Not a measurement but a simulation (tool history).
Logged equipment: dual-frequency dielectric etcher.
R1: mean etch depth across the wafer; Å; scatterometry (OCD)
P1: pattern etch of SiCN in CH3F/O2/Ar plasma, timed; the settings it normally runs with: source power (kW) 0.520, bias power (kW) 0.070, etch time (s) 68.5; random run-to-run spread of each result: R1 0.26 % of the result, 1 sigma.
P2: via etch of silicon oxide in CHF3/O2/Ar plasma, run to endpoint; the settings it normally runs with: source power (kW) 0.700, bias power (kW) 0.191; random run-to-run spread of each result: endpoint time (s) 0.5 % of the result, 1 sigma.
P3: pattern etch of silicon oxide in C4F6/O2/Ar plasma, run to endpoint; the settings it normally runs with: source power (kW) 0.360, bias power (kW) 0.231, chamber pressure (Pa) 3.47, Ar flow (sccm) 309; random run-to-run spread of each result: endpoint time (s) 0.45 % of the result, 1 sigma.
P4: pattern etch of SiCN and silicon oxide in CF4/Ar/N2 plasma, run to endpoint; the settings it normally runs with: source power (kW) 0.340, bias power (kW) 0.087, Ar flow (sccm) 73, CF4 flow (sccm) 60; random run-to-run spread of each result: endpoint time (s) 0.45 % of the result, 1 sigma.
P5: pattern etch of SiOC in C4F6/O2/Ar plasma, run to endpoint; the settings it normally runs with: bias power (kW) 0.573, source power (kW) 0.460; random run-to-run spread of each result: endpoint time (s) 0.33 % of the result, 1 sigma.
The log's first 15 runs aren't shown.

{"run": 16, "hour": 220.2, "process that ran": "P4", "source power (kW)": 0.34, "bias power (kW)": 0.122, "Ar flow (sccm)": 73, "CF4 flow (sccm)": 60, "endpoint time (s)": 22.104}
{"run": 17, "hour": 233.5, "process that ran": "P1", "source power (kW)": 0.52, "bias power (kW)": 0.07, "etch time (s)": 68.5, "R1": 289.4}
{"run": 18, "hour": 244.7, "process that ran": "P1", "source power (kW)": 0.32, "bias power (kW)": 0.07, "etch time (s)": 68.5, "R1": 240.03}
{"run": 19, "hour": 254.5, "process that ran": "P3", "source power (kW)": 0.36, "bias power (kW)": 0.231, "Ar flow (sccm)": 405, "chamber pressure (Pa)": 3.47, "endpoint time (s)": 13.447}
{"run": 20, "hour": 270.2, "process that ran": "P5", "source power (kW)": 0.46, "bias power (kW)": 0.806, "endpoint time (s)": 7.0378}
{"run": 21, "hour": 279.2, "process that ran": "P3", "source power (kW)": 0.36, "bias power (kW)": 0.316, "Ar flow (sccm)": 309, "chamber pressure (Pa)": 3.47, "endpoint time (s)": 11.588}
{"run": 22, "hour": 292.3, "process that ran": "P1", "source power (kW)": 0.52, "bias power (kW)": 0.094, "etch time (s)": 68.5, "R1": 319.87}
{"run": 23, "hour": 300.2, "process that ran": "P1", "source power (kW)": 0.52, "bias power (kW)": 0.07, "etch time (s)": 100.5, "R1": 422.93}
{"run": 24, "hour": 308.4, "process that ran": "P2", "source power (kW)": 0.7, "bias power (kW)": 0.191, "endpoint time (s)": 380.74}
{"run": 25, "hour": 316.2, "process that ran": "P1", "source power (kW)": 0.65, "bias power (kW)": 0.07, "etch time (s)": 55.5, "R1": 254.71}
{"run": 26, "hour": 324.3, "process that ran": "P2", "source power (kW)": 0.7, "bias power (kW)": 0.25, "endpoint time (s)": 343.93}
{"hour": 325.5, "done": "bias power generator calibrated"}
{"run": 27, "hour": 339.8, "process that ran": "P4", "source power (kW)": 0.34, "bias power (kW)": 0.087, "Ar flow (sccm)": 73, "CF4 flow (sccm)": 80, "endpoint time (s)": 24.189}
{"run": 28, "hour": 348.4, "process that ran": "P4", "source power (kW)": 0.34, "bias power (kW)": 0.087, "Ar flow (sccm)": 47, "CF4 flow (sccm)": 60, "endpoint time (s)": 23.684}
{"run": 29, "hour": 359.7, "process that ran": "P4", "source power (kW)": 0.34, "bias power (kW)": 0.087, "Ar flow (sccm)": 73, "CF4 flow (sccm)": 60, "endpoint time (s)": 25.064}
{"run": 30, "hour": 369.4, "process that ran": "P1", "source power (kW)": 0.52, "bias power (kW)": 0.07, "etch time (s)": 68.5, "R1": 288.63}
{"run": 31, "hour": 384.2, "process that ran": "P1", "source power (kW)": 0.52, "bias power (kW)": 0.07, "etch time (s)": 68.5, "R1": 291.23}
{"run": 32, "hour": 394.4, "process that ran": "P1", "source power (kW)": 0.52, "bias power (kW)": 0.07, "etch time (s)": 68.5, "R1": 291.05}
{"run": 33, "hour": 408.9, "process that ran": "P1", "source power (kW)": 0.52, "bias power (kW)": 0.07, "etch time (s)": 68.5, "R1": 291.95}
{"hour": 423.4, "done": "wet clean of the chamber"}
{"run": 34, "hour": 426.1, "process that ran": "P1", "source power (kW)": 0.52, "bias power (kW)": 0.07, "etch time (s)": 68.5, "R1": 294.1}

For run 35, what comes out?
{"run": 35, "hour": 439.8, "process that ran": "P1", "source power (kW)": 0.52, "bias power (kW)": 0.07, "etch time (s)": 68.5, "R1": "?"}

R1: 294.03 Å

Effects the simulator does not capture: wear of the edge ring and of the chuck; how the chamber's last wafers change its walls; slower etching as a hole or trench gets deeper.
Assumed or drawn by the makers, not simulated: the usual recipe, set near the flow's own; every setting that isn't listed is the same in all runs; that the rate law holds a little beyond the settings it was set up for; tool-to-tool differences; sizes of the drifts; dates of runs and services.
